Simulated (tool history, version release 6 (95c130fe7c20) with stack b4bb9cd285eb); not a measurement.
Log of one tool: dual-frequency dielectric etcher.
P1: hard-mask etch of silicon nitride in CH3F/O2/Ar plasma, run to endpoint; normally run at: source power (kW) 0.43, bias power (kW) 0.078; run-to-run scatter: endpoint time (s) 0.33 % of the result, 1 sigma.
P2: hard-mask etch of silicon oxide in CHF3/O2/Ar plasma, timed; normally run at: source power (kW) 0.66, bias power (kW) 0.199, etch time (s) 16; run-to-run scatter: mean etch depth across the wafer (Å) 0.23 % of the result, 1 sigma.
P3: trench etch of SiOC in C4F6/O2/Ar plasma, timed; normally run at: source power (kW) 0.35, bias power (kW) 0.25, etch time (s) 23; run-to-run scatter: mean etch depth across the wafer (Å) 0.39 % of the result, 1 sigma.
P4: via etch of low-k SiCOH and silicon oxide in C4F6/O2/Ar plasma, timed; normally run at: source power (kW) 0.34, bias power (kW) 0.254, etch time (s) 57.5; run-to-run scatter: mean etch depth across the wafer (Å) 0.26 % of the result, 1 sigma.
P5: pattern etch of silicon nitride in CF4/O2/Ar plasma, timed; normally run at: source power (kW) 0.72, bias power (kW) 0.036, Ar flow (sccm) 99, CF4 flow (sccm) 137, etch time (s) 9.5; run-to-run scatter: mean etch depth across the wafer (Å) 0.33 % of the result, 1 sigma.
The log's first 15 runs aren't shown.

| run | day | process that ran | source power (kW) | bias power (kW) | etch time (s) | Ar flow (sccm) | CF4 flow (sccm) | hours since the last wet clean | hours since the last source power generator calibration | hours since the last bias power generator calibration | endpoint time (s) | mean etch depth across the wafer (Å) |
|---|---|---|---|---|---|---|---|---|---|---|---|---|
| 16 | 3.383 | P1 | 0.43 | 0.078 |  |  |  | 344.3 | 343.9 | 1383.6 | 55.648 |  |
| 17 | 3.654 | P4 | 0.27 | 0.254 | 57.5 |  |  | 350.8 | 350.4 | 1390.1 |  | 1534.5 |
| 18 | 3.921 | P2 | 0.89 | 0.199 | 16 |  |  | 357.2 | 356.8 | 1396.5 |  | 391.79 |
| 19 | 4.15 | P3 | 0.35 | 0.348 | 23 |  |  | 362.7 | 362.3 | 1402 |  | 567.92 |
| 20 | 4.396 | P5 | 0.72 | 0.036 | 9.5 | 66 | 137 | 368.6 | 368.2 | 1407.9 |  | 231.8 |
| 21 | 4.579 | P1 | 0.43 | 0.057 |  |  |  | 373 | 372.6 | 1412.3 | 61.804 |  |
| 22 | 4.821 | P1 | 0.43 | 0.078 |  |  |  | 378.8 | 378.4 | 1418.1 | 55.532 |  |
| 23 | 4.988 | P5 | 0.72 | 0.036 | 12.5 | 99 | 137 | 382.8 | 382.4 | 1422.1 |  | 292.79 |
| 24 | 5.208 | P2 | 0.66 | 0.199 | 16 |  |  | 388.1 | 387.7 | 1427.4 |  | 348.74 |

Run 25 comes next. What will it give?
| 25 | 5.35 | P1 | 0.34 | 0.092 |  |  |  | 391.5 | 391.1 | 1430.8 | ? |  |

Run 25 gave endpoint time (s) 57.183.
